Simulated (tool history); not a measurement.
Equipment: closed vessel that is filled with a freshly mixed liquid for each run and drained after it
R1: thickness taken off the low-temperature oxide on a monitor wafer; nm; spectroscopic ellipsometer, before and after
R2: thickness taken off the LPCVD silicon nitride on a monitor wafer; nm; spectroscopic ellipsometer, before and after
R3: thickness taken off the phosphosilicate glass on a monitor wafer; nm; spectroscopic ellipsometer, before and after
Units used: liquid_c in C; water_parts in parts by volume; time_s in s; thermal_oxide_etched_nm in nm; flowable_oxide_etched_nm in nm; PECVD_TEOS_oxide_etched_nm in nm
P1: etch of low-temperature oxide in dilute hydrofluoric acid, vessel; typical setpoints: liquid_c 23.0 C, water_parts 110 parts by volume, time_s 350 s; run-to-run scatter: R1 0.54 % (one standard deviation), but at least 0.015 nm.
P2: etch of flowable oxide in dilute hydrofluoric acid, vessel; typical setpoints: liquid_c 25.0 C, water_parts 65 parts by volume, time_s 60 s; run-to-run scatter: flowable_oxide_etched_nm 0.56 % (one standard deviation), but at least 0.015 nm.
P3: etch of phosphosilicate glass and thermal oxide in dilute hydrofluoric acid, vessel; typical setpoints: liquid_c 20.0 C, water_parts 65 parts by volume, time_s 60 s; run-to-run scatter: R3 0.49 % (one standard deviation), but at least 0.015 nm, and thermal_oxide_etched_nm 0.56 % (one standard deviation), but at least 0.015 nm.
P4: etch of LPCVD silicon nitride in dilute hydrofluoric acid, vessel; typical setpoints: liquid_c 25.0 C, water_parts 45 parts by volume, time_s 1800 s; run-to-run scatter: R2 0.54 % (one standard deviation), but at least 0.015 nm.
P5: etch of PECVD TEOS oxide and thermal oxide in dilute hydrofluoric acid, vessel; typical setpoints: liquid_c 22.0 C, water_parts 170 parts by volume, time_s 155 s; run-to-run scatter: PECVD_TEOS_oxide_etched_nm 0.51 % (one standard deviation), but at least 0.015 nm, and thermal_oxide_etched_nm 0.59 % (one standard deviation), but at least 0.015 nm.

Run 1, hour 9.4: process P1, liquid_c 23.0 C, water_parts 110 parts by volume, time_s 350 s. Result: R1 39.117 nm.
Run 2, hour 22.6: process P1, liquid_c 23.0 C, water_parts 110 parts by volume, time_s 655 s. Result: R1 73.855 nm.
Run 3, hour 34.7: process P1, liquid_c 23.0 C, water_parts 170 parts by volume, time_s 350 s. Result: R1 23.451 nm.
Run 4, hour 41.4: process P4, liquid_c 25.0 C, water_parts 45 parts by volume, time_s 3560 s. Result: R2 37.176 nm.
Run 5, hour 55.3: process P3, liquid_c 20.0 C, water_parts 65 parts by volume, time_s 60 s. Result: R3 66.414 nm, thermal_oxide_etched_nm 3.7339 nm.
Run 6, hour 64.3: process P2, liquid_c 25.0 C, water_parts 65 parts by volume, time_s 60 s. Result: flowable_oxide_etched_nm 56.832 nm.
Run 7, hour 75.3: process P4, liquid_c 25.0 C, water_parts 45 parts by volume, time_s 1800 s. Result: R2 18.744 nm.
Run 8, hour 89.0: process P3, liquid_c 20.0 C, water_parts 65 parts by volume, time_s 60 s. Result: R3 66.377 nm, thermal_oxide_etched_nm 3.7517 nm.
Run 9, hour 102.5: process P5, liquid_c 22.0 C, water_parts 170 parts by volume, time_s 155 s. Result: thermal_oxide_etched_nm 3.5277 nm, PECVD_TEOS_oxide_etched_nm 12.1920 nm.
Run 10, hour 112.5: process P4, liquid_c 17.0 C, water_parts 45 parts by volume, time_s 1800 s. Result: R2 10.843 nm.
Run 11, hour 123.7: process P1, liquid_c 23.0 C, water_parts 110 parts by volume, time_s 350 s. Result: R1 39.187 nm.
Run 12, hour 132.8: process P1, liquid_c 23.0 C, water_parts 40 parts by volume, time_s 350 s. Result: R1 117.350 nm.
Run 13, hour 141.7: process P5, liquid_c 17.0 C, water_parts 170 parts by volume, time_s 155 s. Result: thermal_oxide_etched_nm 2.8993 nm, PECVD_TEOS_oxide_etched_nm 9.9831 nm.
Run 14, hour 148.6: process P2, liquid_c 30.0 C, water_parts 65 parts by volume, time_s 60 s. Result: flowable_oxide_etched_nm 69.423 nm.
Run 15, hour 158.7: process P1, liquid_c 23.0 C, water_parts 65 parts by volume, time_s 520 s. Result: R1 104.510 nm.
Run 16, hour 167.2: process P2, liquid_c 25.0 C, water_parts 95 parts by volume, time_s 60 s. Result: flowable_oxide_etched_nm 37.041 nm.
Run 17, hour 176.3: process P5, liquid_c 22.0 C, water_parts 75 parts by volume, time_s 155 s. Result: thermal_oxide_etched_nm 8.8789 nm, PECVD_TEOS_oxide_etched_nm 30.5690 nm.
Run 18, hour 182.3: process P1, liquid_c 23.0 C, water_parts 110 parts by volume, time_s 350 s. Result: R1 38.648 nm.
At hour 189.4: thermometer replaced.
Run 19, hour 192.0: process P5, liquid_c 22.0 C, water_parts 170 parts by volume, time_s 55 s. Result: thermal_oxide_etched_nm 1.2582 nm, PECVD_TEOS_oxide_etched_nm 4.2913 nm.
Run 20, hour 199.3: process P4, liquid_c 25.0 C, water_parts 45 parts by volume, time_s 1800 s. Result: R2 18.678 nm.
Run 21, hour 209.6: process P1, liquid_c 17.0 C, water_parts 110 parts by volume, time_s 350 s. Result: R1 30.418 nm.
Run 22, hour 216.4: process P2, liquid_c 25.0 C, water_parts 65 parts by volume, time_s 30 s. Result: flowable_oxide_etched_nm 28.334 nm.
Run 23, hour 223.3: process P1, liquid_c 23.0 C, water_parts 110 parts by volume, time_s 350 s. Result: R1 39.085 nm.
Run 24, hour 232.2: process P1, liquid_c 29.5 C, water_parts 110 parts by volume, time_s 350 s. Result: R1 50.523 nm.
Run 25, hour 242.3: process P3, liquid_c 17.0 C, water_parts 65 parts by volume, time_s 60 s. Result: R3 58.422 nm, thermal_oxide_etched_nm 3.2582 nm.
Run 26, hour 252.7: process P3, liquid_c 20.0 C, water_parts 25 parts by volume, time_s 60 s. Result: R3 181.600 nm, thermal_oxide_etched_nm 10.1490 nm.
Run 27, hour 261.7: process P3, liquid_c 20.0 C, water_parts 65 parts by volume, time_s 105 s. Result: R3 115.970 nm, thermal_oxide_etched_nm 6.5099 nm.
Run 28, hour 270.9: process P1, liquid_c 23.0 C, water_parts 110 parts by volume, time_s 130 s. Result: R1 14.573 nm.
Run 29, hour 281.7: process P4, liquid_c 25.0 C, water_parts 25 parts by volume, time_s 1800 s. Result: R2 33.408 nm.
Run 30, hour 290.1: process P1, liquid_c 23.0 C, water_parts 110 parts by volume, time_s 350 s. Result: R1 39.236 nm.
Run 31, hour 303.8: process P1, liquid_c 23.0 C, water_parts 110 parts by volume, time_s 350 s. Result: R1 38.243 nm.
Run 32, hour 312.4: process P1, liquid_c 23.0 C, water_parts 110 parts by volume, time_s 350 s. Result: R1 37.734 nm.
Run 33, hour 322.4: process P1, liquid_c 23.0 C, water_parts 110 parts by volume, time_s 350 s. Result: R1 37.406 nm.
Run 34, hour 330.0: process P1, liquid_c 23.0 C, water_parts 110 parts by volume, time_s 350 s. Result: R1 37.302 nm.
Run 35, hour 336.9: process P1, liquid_c 23.0 C, water_parts 110 parts by volume, time_s 350 s. Result: R1 36.805 nm.
Run 36, hour 343.5: process P1, liquid_c 23.0 C, water_parts 110 parts by volume, time_s 350 s. Result: R1 36.817 nm.
Run 37, hour 354.0: process P1, liquid_c 23.0 C, water_parts 110 parts by volume, time_s 350 s. Result: R1 37.020 nm.
Run 38, hour 367.9: process P1, liquid_c 23.0 C, water_parts 110 parts by volume, time_s 350 s. Result: R1 36.849 nm.
Run 39, hour 376.1: process P1, liquid_c 23.0 C, water_parts 110 parts by volume, time_s 350 s. Result: R1 36.977 nm.
Run 40, hour 387.6: process P1, liquid_c 23.0 C, water_parts 110 parts by volume, time_s 350 s. Result: R1 36.423 nm.
Run 41, hour 400.1: process P1, liquid_c 23.0 C, water_parts 110 parts by volume, time_s 350 s. Result: R1 36.792 nm.

What P1 gives has crept off from where it sat before. The 2 causes that follow fit the log equally well, each at the size noted:
A: hydrofluoric acid flow below the setpoint (%) = 5.88
B: liquid colder than its thermometer reads (K) = 1.72
The process output started creeping at around hour 290.1.

Which of the 4 check runs listed below separates the causes, so that each cause would produce a clearly different result? Each run uses one wafer, and its results are marked with question marks.
Run check 1, hour 412.6: process P5, liquid_c 22.0 C, water_parts 170 parts by volume, time_s 155 s. Result: thermal_oxide_etched_nm ?, PECVD_TEOS_oxide_etched_nm ?.
Run check 2, hour 412.6: process P2, liquid_c 25.0 C, water_parts 65 parts by volume, time_s 60 s. Result: flowable_oxide_etched_nm ?.
Run check 3, hour 412.6: process P4, liquid_c 25.0 C, water_parts 45 parts by volume, time_s 1800 s. Result: R2 ?.
Run check 4, hour 412.6: process P3, liquid_c 20.0 C, water_parts 65 parts by volume, time_s 60 s. Result: R3 ?, thermal_oxide_etched_nm ?.

Predicted outcomes, by check and by cause:
  check                      result     if A     if B
check 1     thermal_oxide_etched_nm   3.2917   3.3082
check 1  PECVD_TEOS_oxide_etched_nm  11.3270  11.3840
check 2    flowable_oxide_etched_nm   53.073   52.866
check 3                          R2   17.712   16.733
check 4                          R3   62.241   61.779
check 4     thermal_oxide_etched_nm   3.4920   3.4660
Per-check spread between the two closest causes, in the result where they differ most: check 1 0.5 %; check 2 0.39 %; check 3 5.69 %; check 4 0.75 %
The other checks would show nearly matching results whichever cause is true, so check 3 is the only one that separates the causes.

Then check 3 was run and gave: R2 16.753 nm. Which cause is it?

It is B: liquid colder than its thermometer reads (K).
